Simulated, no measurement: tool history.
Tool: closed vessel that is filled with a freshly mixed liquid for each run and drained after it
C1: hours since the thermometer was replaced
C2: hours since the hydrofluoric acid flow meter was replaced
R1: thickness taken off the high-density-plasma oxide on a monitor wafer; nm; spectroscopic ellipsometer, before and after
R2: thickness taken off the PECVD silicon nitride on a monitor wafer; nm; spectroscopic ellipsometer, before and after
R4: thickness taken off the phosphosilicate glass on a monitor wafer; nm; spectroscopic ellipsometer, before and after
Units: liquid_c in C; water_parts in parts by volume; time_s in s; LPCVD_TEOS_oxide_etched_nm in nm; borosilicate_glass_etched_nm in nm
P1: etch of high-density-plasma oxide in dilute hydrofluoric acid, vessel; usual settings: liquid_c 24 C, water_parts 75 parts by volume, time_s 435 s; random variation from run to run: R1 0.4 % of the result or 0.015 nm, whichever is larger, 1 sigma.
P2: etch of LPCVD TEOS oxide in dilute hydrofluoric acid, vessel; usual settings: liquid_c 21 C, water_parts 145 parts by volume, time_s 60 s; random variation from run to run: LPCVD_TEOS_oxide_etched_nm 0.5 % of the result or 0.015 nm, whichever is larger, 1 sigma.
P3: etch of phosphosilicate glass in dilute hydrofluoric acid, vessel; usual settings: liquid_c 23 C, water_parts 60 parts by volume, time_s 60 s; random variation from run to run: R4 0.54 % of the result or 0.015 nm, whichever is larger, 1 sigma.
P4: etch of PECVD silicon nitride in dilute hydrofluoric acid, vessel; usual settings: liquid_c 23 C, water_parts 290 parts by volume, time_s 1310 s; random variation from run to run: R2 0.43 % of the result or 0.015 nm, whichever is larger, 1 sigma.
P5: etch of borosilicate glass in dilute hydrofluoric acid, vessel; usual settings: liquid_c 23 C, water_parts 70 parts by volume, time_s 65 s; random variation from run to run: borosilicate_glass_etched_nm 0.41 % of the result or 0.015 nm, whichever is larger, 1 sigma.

Run 1, day 0.442: process P1, liquid_c 24 C, water_parts 75 parts by volume, time_s 435 s; C1 656.5; C2 478.8. Result: R1 38.038 nm.
Run 2, day 0.896: process P4, liquid_c 23 C, water_parts 290 parts by volume, time_s 580 s; C1 667.4; C2 489.7. Result: R2 3.4401 nm.
Run 3, day 1.338: process P2, liquid_c 17 C, water_parts 145 parts by volume, time_s 60 s; C1 678; C2 500.3. Result: LPCVD_TEOS_oxide_etched_nm 8.8343 nm.
Run 4, day 1.588: process P3, liquid_c 23 C, water_parts 60 parts by volume, time_s 110 s; C1 684; C2 506.3. Result: R4 136.23 nm.
Run 5, day 1.817: process P5, liquid_c 23 C, water_parts 120 parts by volume, time_s 65 s; C1 689.5; C2 511.8. Result: borosilicate_glass_etched_nm 12.086 nm.
Run 6, day 2.142: process P4, liquid_c 17 C, water_parts 290 parts by volume, time_s 1310 s; C1 697.3; C2 519.6. Result: R2 5.1858 nm.
Run 7, day 2.458: process P1, liquid_c 24 C, water_parts 75 parts by volume, time_s 435 s; C1 704.9; C2 527.2. Result: R1 37.638 nm.
Run 8, day 2.879: process P5, liquid_c 23 C, water_parts 70 parts by volume, time_s 65 s; C1 715; C2 537.3. Result: borosilicate_glass_etched_nm 22.053 nm.
Run 9, day 3.3: process P2, liquid_c 21 C, water_parts 145 parts by volume, time_s 105 s; C1 725.1; C2 547.4. Result: LPCVD_TEOS_oxide_etched_nm 18.146 nm.
Run 10, day 3.596: process P1, liquid_c 24 C, water_parts 75 parts by volume, time_s 435 s; C1 732.2; C2 554.5. Result: R1 37.953 nm.
Run 11, day 3.946: process P1, liquid_c 24 C, water_parts 75 parts by volume, time_s 435 s; C1 740.6; C2 562.9. Result: R1 37.992 nm.
Run 12, day 4.158: process P3, liquid_c 23 C, water_parts 60 parts by volume, time_s 60 s; C1 745.7; C2 568. Result: R4 75.007 nm.
Run 13, day 4.529: process P3, liquid_c 23 C, water_parts 60 parts by volume, time_s 60 s; C1 754.6; C2 576.9. Result: R4 74.699 nm.
Run 14, day 4.875: process P1, liquid_c 27.5 C, water_parts 75 parts by volume, time_s 140 s; C1 762.9; C2 585.2. Result: R1 14.034 nm.
Run 15, day 5.271: process P1, liquid_c 27.5 C, water_parts 75 parts by volume, time_s 435 s; C1 772.4; C2 594.7. Result: R1 43.271 nm.
Run 16, day 5.55: process P1, liquid_c 24 C, water_parts 75 parts by volume, time_s 735 s; C1 779.1; C2 601.4. Result: R1 64 nm.
Run 17, day 5.821: process P1, liquid_c 24 C, water_parts 35 parts by volume, time_s 95 s; C1 785.6; C2 607.9. Result: R1 18.774 nm.
Run 18, day 6.129: process P4, liquid_c 23 C, water_parts 290 parts by volume, time_s 1310 s; C1 793; C2 615.3. Result: R2 7.6932 nm.
Run 19, day 6.383: process P2, liquid_c 21 C, water_parts 35 parts by volume, time_s 60 s; C1 799.1; C2 621.4. Result: LPCVD_TEOS_oxide_etched_nm 49.174 nm.
At day 6.538: thermometer replaced.
Run 20, day 6.8: process P1, liquid_c 24 C, water_parts 120 parts by volume, time_s 435 s; C1 6.4; C2 631.4. Result: R1 22.215 nm.
Run 21, day 7.125: process P5, liquid_c 23 C, water_parts 70 parts by volume, time_s 30 s; C1 14.2; C2 639.2. Result: borosilicate_glass_etched_nm 10.241 nm.
Run 22, day 7.558: process P2, liquid_c 21 C, water_parts 145 parts by volume, time_s 60 s; C1 24.6; C2 649.6. Result: LPCVD_TEOS_oxide_etched_nm 10.53 nm.
Run 23, day 7.892: process P4, liquid_c 23 C, water_parts 50 parts by volume, time_s 1310 s; C1 32.6; C2 657.6. Result: R2 43.134 nm.
Run 24, day 8.225: process P1, liquid_c 20 C, water_parts 75 parts by volume, time_s 435 s; C1 40.6; C2 665.6. Result: R1 32.203 nm.
Run 25, day 8.567: process P1, liquid_c 24 C, water_parts 25 parts by volume, time_s 435 s; C1 48.8; C2 673.8. Result: R1 121.44 nm.
Run 26, day 8.971: process P1, liquid_c 24 C, water_parts 75 parts by volume, time_s 210 s; C1 58.5; C2 683.5. Result: R1 18.292 nm.
Run 27, day 9.254: process P3, liquid_c 31 C, water_parts 60 parts by volume, time_s 60 s; C1 65.3; C2 690.3. Result: R4 102.23 nm.

Forecast run 28:
Run 28, day 9.462: process P3, liquid_c 23 C, water_parts 100 parts by volume, time_s 60 s; C1 70.3; C2 695.3. Result: R4 ?.

Run 28 gave R4 42.292 nm.
